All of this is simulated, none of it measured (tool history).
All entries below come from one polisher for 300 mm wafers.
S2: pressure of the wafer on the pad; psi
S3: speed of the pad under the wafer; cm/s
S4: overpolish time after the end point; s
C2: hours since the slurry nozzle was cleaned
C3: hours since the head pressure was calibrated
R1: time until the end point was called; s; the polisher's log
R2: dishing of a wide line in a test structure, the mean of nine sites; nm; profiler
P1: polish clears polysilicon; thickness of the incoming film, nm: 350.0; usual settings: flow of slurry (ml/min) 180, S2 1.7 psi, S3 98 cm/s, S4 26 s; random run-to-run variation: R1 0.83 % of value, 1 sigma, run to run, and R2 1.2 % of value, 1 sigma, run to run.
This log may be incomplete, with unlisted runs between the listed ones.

run 1 hour=10.6 | flow_of_slurry_(ml/min)=180 S2=1.7 S3=98 S4=26 | wafers_polished_on_this_pad=449 C2=383.7 C3=360.0 | R1=34.078 R2=63.860
run 2 hour=18.0 | flow_of_slurry_(ml/min)=180 S2=2.5 S3=126 S4=26 | wafers_polished_on_this_pad=513 C2=391.1 C3=367.4 | R1=18.055 R2=64.556
run 3 hour=30.9 | flow_of_slurry_(ml/min)=180 S2=1.7 S3=98 S4=10 | wafers_polished_on_this_pad=626 C2=404.0 C3=380.3 | R1=34.206 R2=51.115
run 4 hour=37.1 | flow_of_slurry_(ml/min)=180 S2=1.7 S3=98 S4=26 | wafers_polished_on_this_pad=680 C2=410.2 C3=386.5 | R1=34.745 R2=63.851
run 5 hour=45.3 | flow_of_slurry_(ml/min)=180 S2=1.7 S3=98 S4=26 | wafers_polished_on_this_pad=751 C2=418.4 C3=394.7 | R1=34.141 R2=62.734
run 6 hour=57.1 | flow_of_slurry_(ml/min)=110 S2=1.7 S3=98 S4=38 | wafers_polished_on_this_pad=854 C2=430.2 C3=406.5 | R1=37.595 R2=65.119
run 7 hour=64.0 | flow_of_slurry_(ml/min)=180 S2=1.7 S3=64 S4=26 | wafers_polished_on_this_pad=914 C2=437.1 C3=413.4 | R1=52.840 R2=60.213
run 8 hour=69.7 | flow_of_slurry_(ml/min)=180 S2=0.8 S3=98 S4=26 | wafers_polished_on_this_pad=964 C2=442.8 C3=419.1 | R1=72.144 R2=54.756
run 9 hour=76.1 | flow_of_slurry_(ml/min)=180 S2=2.3 S3=98 S4=51 | wafers_polished_on_this_pad=1020 C2=449.2 C3=425.5 | R1=25.171 R2=64.589
run 10 hour=85.9 | flow_of_slurry_(ml/min)=180 S2=1.7 S3=138 S4=26 | wafers_polished_on_this_pad=1105 C2=459.0 C3=435.3 | R1=24.131 R2=63.925
run 11 hour=96.1 | flow_of_slurry_(ml/min)=110 S2=1.7 S3=98 S4=26 | wafers_polished_on_this_pad=1194 C2=469.2 C3=445.5 | R1=37.892 R2=62.088
run 12 hour=101.8 | flow_of_slurry_(ml/min)=180 S2=1.7 S3=98 S4=42 | wafers_polished_on_this_pad=1244 C2=474.9 C3=451.2 | R1=34.226 R2=64.675
run 13 hour=112.3 | flow_of_slurry_(ml/min)=180 S2=1.7 S3=98 S4=26 | wafers_polished_on_this_pad=1336 C2=485.4 C3=461.7 | R1=34.381 R2=62.614
run 14 hour=121.4 | flow_of_slurry_(ml/min)=180 S2=2.4 S3=98 S4=26 | wafers_polished_on_this_pad=1415 C2=494.5 C3=470.8 | R1=24.349 R2=63.949
run 15 hour=132.4 | flow_of_slurry_(ml/min)=230 S2=1.7 S3=98 S4=26 | wafers_polished_on_this_pad=1511 C2=505.5 C3=481.8 | R1=33.479 R2=63.149
run 16 hour=142.2 | flow_of_slurry_(ml/min)=180 S2=1.7 S3=98 S4=26 | wafers_polished_on_this_pad=1596 C2=515.3 C3=491.6 | R1=34.118 R2=63.390
run 17 hour=150.9 | flow_of_slurry_(ml/min)=180 S2=1.7 S3=98 S4=26 | wafers_polished_on_this_pad=1672 C2=524.0 C3=500.3 | R1=34.219 R2=63.518
run 18 hour=157.7 | flow_of_slurry_(ml/min)=180 S2=1.7 S3=98 S4=26 | wafers_polished_on_this_pad=1731 C2=530.8 C3=507.1 | R1=34.263 R2=63.099
run 19 hour=164.7 | flow_of_slurry_(ml/min)=180 S2=1.7 S3=98 S4=26 | wafers_polished_on_this_pad=1792 C2=537.8 C3=514.1 | R1=35.173 R2=62.956
run 20 hour=170.9 | flow_of_slurry_(ml/min)=180 S2=1.7 S3=98 S4=26 | wafers_polished_on_this_pad=1846 C2=544.0 C3=520.3 | R1=35.590 R2=63.100
run 21 hour=180.1 | flow_of_slurry_(ml/min)=180 S2=1.7 S3=98 S4=26 | wafers_polished_on_this_pad=1927 C2=553.2 C3=529.5 | R1=35.806 R2=62.215
run 22 hour=186.3 | flow_of_slurry_(ml/min)=180 S2=1.7 S3=98 S4=26 | wafers_polished_on_this_pad=1981 C2=559.4 C3=535.7 | R1=36.958 R2=64.224
run 23 hour=193.5 | flow_of_slurry_(ml/min)=180 S2=1.7 S3=98 S4=26 | wafers_polished_on_this_pad=2043 C2=566.6 C3=542.9 | R1=37.446 R2=64.201
-- hour=199.2 head pressure recalibrated
run 24 hour=202.0 | flow_of_slurry_(ml/min)=180 S2=1.7 S3=98 S4=26 | wafers_polished_on_this_pad=2118 C2=575.1 C3=2.8 | R1=37.507 R2=63.154
run 25 hour=213.0 | flow_of_slurry_(ml/min)=180 S2=1.7 S3=98 S4=26 | wafers_polished_on_this_pad=2213 C2=586.1 C3=13.8 | R1=37.542 R2=63.492
run 26 hour=220.3 | flow_of_slurry_(ml/min)=180 S2=1.7 S3=98 S4=26 | wafers_polished_on_this_pad=2277 C2=593.4 C3=21.1 | R1=37.265 R2=62.531
run 27 hour=232.9 | flow_of_slurry_(ml/min)=180 S2=1.7 S3=98 S4=26 | wafers_polished_on_this_pad=2387 C2=606.0 C3=33.7 | R1=37.515 R2=64.730
run 28 hour=240.3 | flow_of_slurry_(ml/min)=180 S2=1.7 S3=98 S4=26 | wafers_polished_on_this_pad=2451 C2=613.4 C3=41.1 | R1=37.389 R2=63.566

What P1 gives has crept off from where it sat before. The 2 causes that follow fit the log equally well, each at the size noted:
A: slurry flow missing at the pad, % = 39.5
B: removal rate lost through wear of the pad, % = 8.82
The onset of the drift is placed at about hour 157.7.
Every other cause this tool's parts could produce, and why it does not fit the log:
head's pressure below its setpoint, %: its service at hour 199.2 followed the start of the drift and did not put the process back to its old value

Of the 4 check runs below, each run on 3 wafers with the results averaged and each result still a question mark, which one would tell the listed causes apart?
run check 1 hour=247.7 | flow_of_slurry_(ml/min)=180 S2=2.1 S3=98 S4=26 | R1=? R2=?
run check 2 hour=247.7 | flow_of_slurry_(ml/min)=180 S2=1.0 S3=98 S4=26 | R1=? R2=?
run check 3 hour=247.7 | flow_of_slurry_(ml/min)=180 S2=1.3 S3=98 S4=26 | R1=? R2=?
run check 4 hour=247.7 | flow_of_slurry_(ml/min)=125 S2=2.2 S3=98 S4=26 | R1=? R2=?

What every check run would give for each of its results, assuming each possible cause in turn:
check=check_1 result=R1 if_A=30.430 if_B=30.425
check=check_1 result=R2 if_A=63.847 if_B=63.847
check=check_2 result=R1 if_A=63.903 if_B=63.892
check=check_2 result=R2 if_A=57.321 if_B=57.324
check=check_3 result=R1 if_A=49.156 if_B=49.148
check=check_3 result=R2 if_A=60.780 if_B=60.782
check=check_4 result=R1 if_A=32.054 if_B=30.923
check=check_4 result=R2 if_A=63.679 if_B=63.798
Distance between the nearest two causes, measured in the result of the check that separates them most: check 1 0.02 %; check 2 0.02 %; check 3 0.02 %; check 4 3.59 %
Check 4 is the one run that separates the causes; every other check would come out nearly the same whichever cause is at work.

Running check 4 produced the following: R1 30.676 s; R2 63.840 nm. Which one of the listed causes fits?

B is the cause: removal rate lost through wear of the pad, %.
